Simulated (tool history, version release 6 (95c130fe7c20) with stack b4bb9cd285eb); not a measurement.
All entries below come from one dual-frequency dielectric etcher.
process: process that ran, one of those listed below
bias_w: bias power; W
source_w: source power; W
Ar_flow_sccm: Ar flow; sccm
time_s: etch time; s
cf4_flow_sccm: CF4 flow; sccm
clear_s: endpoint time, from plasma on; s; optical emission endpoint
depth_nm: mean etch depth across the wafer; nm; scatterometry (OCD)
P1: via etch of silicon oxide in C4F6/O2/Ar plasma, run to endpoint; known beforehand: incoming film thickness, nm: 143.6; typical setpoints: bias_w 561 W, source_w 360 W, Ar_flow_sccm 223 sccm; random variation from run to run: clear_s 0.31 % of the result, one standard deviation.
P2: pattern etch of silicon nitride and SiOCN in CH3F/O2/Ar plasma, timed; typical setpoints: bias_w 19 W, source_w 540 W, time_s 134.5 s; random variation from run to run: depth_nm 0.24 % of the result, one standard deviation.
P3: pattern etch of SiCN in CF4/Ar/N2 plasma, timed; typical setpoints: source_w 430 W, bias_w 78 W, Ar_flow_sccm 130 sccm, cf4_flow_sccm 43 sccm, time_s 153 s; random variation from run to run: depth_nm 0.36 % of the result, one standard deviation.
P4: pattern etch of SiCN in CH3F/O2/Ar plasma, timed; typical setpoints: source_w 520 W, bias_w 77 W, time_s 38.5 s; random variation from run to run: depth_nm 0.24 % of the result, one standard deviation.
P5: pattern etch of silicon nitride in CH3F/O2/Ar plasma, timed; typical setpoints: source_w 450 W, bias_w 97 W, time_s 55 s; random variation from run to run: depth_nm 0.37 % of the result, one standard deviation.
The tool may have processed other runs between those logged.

{"run": 1, "hour": 5.0, "process": "P1", "bias_w": 561, "source_w": 360, "Ar_flow_sccm": 223, "clear_s": 31.387}
{"run": 2, "hour": 9.1, "process": "P5", "bias_w": 73, "source_w": 450, "time_s": 55, "depth_nm": 39.965}
{"run": 3, "hour": 13.0, "process": "P2", "bias_w": 19, "source_w": 540, "time_s": 80.5, "depth_nm": 11.598}
{"run": 4, "hour": 16.7, "process": "P1", "bias_w": 561, "source_w": 360, "Ar_flow_sccm": 223, "clear_s": 31.55}
{"run": 5, "hour": 22.1, "process": "P4", "bias_w": 77, "source_w": 520, "time_s": 38.5, "depth_nm": 16.457}
{"run": 6, "hour": 26.0, "process": "P3", "bias_w": 78, "source_w": 430, "Ar_flow_sccm": 130, "time_s": 153, "cf4_flow_sccm": 35, "depth_nm": 113.42}
{"run": 7, "hour": 28.9, "process": "P1", "bias_w": 561, "source_w": 360, "Ar_flow_sccm": 223, "clear_s": 31.493}
{"run": 8, "hour": 31.5, "process": "P2", "bias_w": 19, "source_w": 540, "time_s": 134.5, "depth_nm": 19.424}
{"run": 9, "hour": 35.8, "process": "P1", "bias_w": 561, "source_w": 290, "Ar_flow_sccm": 223, "clear_s": 33.947}
{"run": 10, "hour": 39.4, "process": "P5", "bias_w": 97, "source_w": 450, "time_s": 55, "depth_nm": 43.919}
{"run": 11, "hour": 42.9, "process": "P4", "bias_w": 77, "source_w": 520, "time_s": 38.5, "depth_nm": 16.339}
{"run": 12, "hour": 47.3, "process": "P4", "bias_w": 77, "source_w": 520, "time_s": 49.5, "depth_nm": 21.229}
{"run": 13, "hour": 50.9, "process": "P5", "bias_w": 97, "source_w": 450, "time_s": 30.5, "depth_nm": 24.341}
{"run": 14, "hour": 56.4, "process": "P1", "bias_w": 561, "source_w": 510, "Ar_flow_sccm": 223, "clear_s": 27.713}
{"run": 15, "hour": 60.0, "process": "P1", "bias_w": 561, "source_w": 360, "Ar_flow_sccm": 296, "clear_s": 32.421}
{"run": 16, "hour": 63.3, "process": "P1", "bias_w": 561, "source_w": 360, "Ar_flow_sccm": 223, "clear_s": 31.472}
{"run": 17, "hour": 68.9, "process": "P1", "bias_w": 561, "source_w": 230, "Ar_flow_sccm": 304, "clear_s": 38.17}
{"hour": 71.9, "done": "source power generator calibrated"}
{"run": 18, "hour": 72.6, "process": "P3", "bias_w": 78, "source_w": 430, "Ar_flow_sccm": 177, "time_s": 153, "cf4_flow_sccm": 43, "depth_nm": 111.29}
{"run": 19, "hour": 76.8, "process": "P5", "bias_w": 97, "source_w": 530, "time_s": 55, "depth_nm": 46.656}
{"run": 20, "hour": 81.8, "process": "P2", "bias_w": 19, "source_w": 730, "time_s": 134.5, "depth_nm": 21.553}
{"run": 21, "hour": 87.3, "process": "P2", "bias_w": 14, "source_w": 540, "time_s": 134.5, "depth_nm": 17.171}
{"run": 22, "hour": 91.9, "process": "P5", "bias_w": 97, "source_w": 450, "time_s": 55, "depth_nm": 44.208}
{"run": 23, "hour": 94.8, "process": "P3", "bias_w": 78, "source_w": 430, "Ar_flow_sccm": 130, "time_s": 202.5, "cf4_flow_sccm": 43, "depth_nm": 154.26}
{"run": 24, "hour": 99.3, "process": "P1", "bias_w": 666, "source_w": 360, "Ar_flow_sccm": 223, "clear_s": 29.428}
{"run": 25, "hour": 104.2, "process": "P4", "bias_w": 77, "source_w": 330, "time_s": 38.5, "depth_nm": 13.844}
{"run": 26, "hour": 108.9, "process": "P3", "bias_w": 60, "source_w": 430, "Ar_flow_sccm": 130, "time_s": 153, "cf4_flow_sccm": 43, "depth_nm": 105.23}
{"run": 27, "hour": 111.7, "process": "P1", "bias_w": 346, "source_w": 290, "Ar_flow_sccm": 223, "clear_s": 40.781}
{"run": 28, "hour": 115.5, "process": "P1", "bias_w": 561, "source_w": 360, "Ar_flow_sccm": 169, "clear_s": 30.482}
{"run": 29, "hour": 120.3, "process": "P3", "bias_w": 78, "source_w": 430, "Ar_flow_sccm": 130, "time_s": 153, "cf4_flow_sccm": 43, "depth_nm": 117.43}
{"run": 30, "hour": 125.4, "process": "P1", "bias_w": 561, "source_w": 500, "Ar_flow_sccm": 305, "clear_s": 29.057}
{"run": 31, "hour": 128.3, "process": "P3", "bias_w": 78, "source_w": 510, "Ar_flow_sccm": 130, "time_s": 153, "cf4_flow_sccm": 43, "depth_nm": 135.51}
{"run": 32, "hour": 133.4, "process": "P2", "bias_w": 19, "source_w": 540, "time_s": 134.5, "depth_nm": 19.402}
{"run": 33, "hour": 139.0, "process": "P1", "bias_w": 353, "source_w": 360, "Ar_flow_sccm": 223, "clear_s": 37.36}
{"run": 34, "hour": 144.0, "process": "P4", "bias_w": 106, "source_w": 520, "time_s": 38.5, "depth_nm": 18.511}
{"run": 35, "hour": 148.5, "process": "P1", "bias_w": 561, "source_w": 360, "Ar_flow_sccm": 223, "clear_s": 31.577}
{"run": 36, "hour": 151.4, "process": "P1", "bias_w": 561, "source_w": 360, "Ar_flow_sccm": 223, "clear_s": 31.844}
{"run": 37, "hour": 154.0, "process": "P1", "bias_w": 561, "source_w": 360, "Ar_flow_sccm": 223, "clear_s": 31.676}
{"run": 38, "hour": 159.6, "process": "P1", "bias_w": 561, "source_w": 360, "Ar_flow_sccm": 223, "clear_s": 31.766}
{"run": 39, "hour": 163.0, "process": "P1", "bias_w": 561, "source_w": 360, "Ar_flow_sccm": 223, "clear_s": 31.816}
{"hour": 166.4, "done": "wet clean of the chamber"}
{"run": 40, "hour": 167.6, "process": "P1", "bias_w": 561, "source_w": 360, "Ar_flow_sccm": 223, "clear_s": 31.986}
{"run": 41, "hour": 170.6, "process": "P1", "bias_w": 561, "source_w": 360, "Ar_flow_sccm": 223, "clear_s": 32.062}

Run 42 is up next; what results do you expect?
{"hour": 171.0, "done": "Ar flow controller replaced"}
{"run": 42, "hour": 176.1, "process": "P1", "bias_w": 561, "source_w": 360, "Ar_flow_sccm": 223, "clear_s": "?"}

clear_s: 32.119 s
